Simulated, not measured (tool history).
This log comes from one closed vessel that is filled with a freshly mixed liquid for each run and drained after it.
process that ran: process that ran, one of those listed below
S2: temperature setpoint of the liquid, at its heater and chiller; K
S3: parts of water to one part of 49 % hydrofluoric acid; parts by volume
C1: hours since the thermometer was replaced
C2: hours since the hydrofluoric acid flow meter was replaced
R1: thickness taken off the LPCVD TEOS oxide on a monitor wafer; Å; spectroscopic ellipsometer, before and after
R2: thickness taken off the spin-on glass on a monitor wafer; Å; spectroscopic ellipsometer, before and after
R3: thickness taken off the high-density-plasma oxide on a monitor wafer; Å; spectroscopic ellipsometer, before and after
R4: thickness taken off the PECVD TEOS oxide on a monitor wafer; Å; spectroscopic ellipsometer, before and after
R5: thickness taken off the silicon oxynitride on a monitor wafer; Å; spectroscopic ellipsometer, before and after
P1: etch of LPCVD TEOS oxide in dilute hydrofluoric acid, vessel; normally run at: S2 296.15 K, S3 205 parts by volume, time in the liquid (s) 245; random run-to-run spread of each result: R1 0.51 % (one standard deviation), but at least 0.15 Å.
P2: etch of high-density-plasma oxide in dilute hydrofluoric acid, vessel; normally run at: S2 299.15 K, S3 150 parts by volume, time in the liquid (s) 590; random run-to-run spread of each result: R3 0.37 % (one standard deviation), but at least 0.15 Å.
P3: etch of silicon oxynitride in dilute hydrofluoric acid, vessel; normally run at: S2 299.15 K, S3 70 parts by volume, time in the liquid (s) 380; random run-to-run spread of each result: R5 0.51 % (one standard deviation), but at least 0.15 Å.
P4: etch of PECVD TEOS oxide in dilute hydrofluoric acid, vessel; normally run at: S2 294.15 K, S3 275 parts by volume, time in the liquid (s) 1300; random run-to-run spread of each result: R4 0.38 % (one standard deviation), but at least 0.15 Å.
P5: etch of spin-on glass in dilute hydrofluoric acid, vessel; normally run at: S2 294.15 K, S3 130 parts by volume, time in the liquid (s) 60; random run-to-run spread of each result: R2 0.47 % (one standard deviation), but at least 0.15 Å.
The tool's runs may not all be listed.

Run 1, hour 14.6: process that ran P1, S2 296.15 K, S3 205 parts by volume, time in the liquid (s) 245; C1 1011.9; C2 459.8. Result: R1 565.18 Å.
Run 2, hour 22.2: process that ran P5, S2 298.15 K, S3 130 parts by volume, time in the liquid (s) 60; C1 1019.5; C2 467.4. Result: R2 173.26 Å.
Run 3, hour 32.7: process that ran P2, S2 299.15 K, S3 150 parts by volume, time in the liquid (s) 590; C1 1030; C2 477.9. Result: R3 372.33 Å.
Run 4, hour 41: process that ran P5, S2 294.15 K, S3 130 parts by volume, time in the liquid (s) 60; C1 1038.3; C2 486.2. Result: R2 145.66 Å.
Run 5, hour 52.4: process that ran P1, S2 296.15 K, S3 340 parts by volume, time in the liquid (s) 245; C1 1049.7; C2 497.6. Result: R1 299.01 Å.
Run 6, hour 66.1: process that ran P4, S2 294.15 K, S3 275 parts by volume, time in the liquid (s) 345; C1 1063.4; C2 511.3. Result: R4 110.63 Å.
Run 7, hour 78: process that ran P2, S2 299.15 K, S3 150 parts by volume, time in the liquid (s) 875; C1 1075.3; C2 523.2. Result: R3 556.85 Å.
Run 8, hour 93.8: process that ran P1, S2 296.15 K, S3 135 parts by volume, time in the liquid (s) 455; C1 1091.1; C2 539. Result: R1 1722.6 Å.
Run 9, hour 107.6: process that ran P2, S2 295.15 K, S3 150 parts by volume, time in the liquid (s) 590; C1 1104.9; C2 552.8. Result: R3 321.1 Å.
Run 10, hour 115.5: process that ran P2, S2 299.15 K, S3 150 parts by volume, time in the liquid (s) 590; C1 1112.8; C2 560.7. Result: R3 374.55 Å.
Run 11, hour 129.1: process that ran P4, S2 294.15 K, S3 275 parts by volume, time in the liquid (s) 1300; C1 1126.4; C2 574.3. Result: R4 417.42 Å.
Run 12, hour 143.1: process that ran P1, S2 296.15 K, S3 205 parts by volume, time in the liquid (s) 245; C1 1140.4; C2 588.3. Result: R1 566.8 Å.
Run 13, hour 152.5: process that ran P2, S2 299.15 K, S3 225 parts by volume, time in the liquid (s) 590; C1 1149.8; C2 597.7. Result: R3 229.4 Å.
Run 14, hour 167.8: process that ran P3, S2 299.15 K, S3 70 parts by volume, time in the liquid (s) 380; C1 1165.1; C2 613. Result: R5 151.32 Å.
Run 15, hour 180: process that ran P4, S2 294.15 K, S3 275 parts by volume, time in the liquid (s) 1300; C1 1177.3; C2 625.2. Result: R4 415.81 Å.
Run 16, hour 193.6: process that ran P1, S2 290.15 K, S3 205 parts by volume, time in the liquid (s) 245; C1 1190.9; C2 638.8. Result: R1 449.6 Å.
Run 17, hour 205.7: process that ran P3, S2 293.65 K, S3 70 parts by volume, time in the liquid (s) 380; C1 1203; C2 650.9. Result: R5 115.46 Å.
Run 18, hour 220.8: process that ran P1, S2 296.15 K, S3 205 parts by volume, time in the liquid (s) 245; C1 1218.1; C2 666. Result: R1 563.89 Å.
Run 19, hour 231.4: process that ran P1, S2 296.15 K, S3 205 parts by volume, time in the liquid (s) 120; C1 1228.7; C2 676.6. Result: R1 278.6 Å.
Run 20, hour 239.5: process that ran P3, S2 299.15 K, S3 70 parts by volume, time in the liquid (s) 45; C1 1236.8; C2 684.7. Result: R5 17.978 Å.
Run 21, hour 251.8: process that ran P3, S2 299.15 K, S3 70 parts by volume, time in the liquid (s) 380; C1 1249.1; C2 697. Result: R5 150.29 Å.
Run 22, hour 262.3: process that ran P1, S2 296.15 K, S3 205 parts by volume, time in the liquid (s) 245; C1 1259.6; C2 707.5. Result: R1 566.17 Å.
Run 23, hour 274.7: process that ran P5, S2 294.15 K, S3 220 parts by volume, time in the liquid (s) 60; C1 1272; C2 719.9. Result: R2 79.078 Å.
Run 24, hour 285.9: process that ran P1, S2 296.15 K, S3 205 parts by volume, time in the liquid (s) 245; C1 1283.2; C2 731.1. Result: R1 562.88 Å.
Run 25, hour 298.1: process that ran P4, S2 294.15 K, S3 100 parts by volume, time in the liquid (s) 1300; C1 1295.4; C2 743.3. Result: R4 1366.6 Å.
Run 26, hour 312.3: process that ran P5, S2 294.15 K, S3 130 parts by volume, time in the liquid (s) 60; C1 1309.6; C2 757.5. Result: R2 146.08 Å.
Run 27, hour 326.5: process that ran P1, S2 304.65 K, S3 205 parts by volume, time in the liquid (s) 245; C1 1323.8; C2 771.7. Result: R1 767.67 Å.
Run 28, hour 342.9: process that ran P3, S2 299.15 K, S3 35 parts by volume, time in the liquid (s) 380; C1 1340.2; C2 788.1. Result: R5 310.54 Å.
Run 29, hour 356.4: process that ran P1, S2 296.15 K, S3 205 parts by volume, time in the liquid (s) 385; C1 1353.7; C2 801.6. Result: R1 886.2 Å.

Run 30 comes next. What will it give?
Run 30, hour 369.6: process that ran P5, S2 294.15 K, S3 130 parts by volume, time in the liquid (s) 85; C1 1366.9; C2 814.8. Result: R2 ?.

Run 30 came out at R2 206.7 Å.
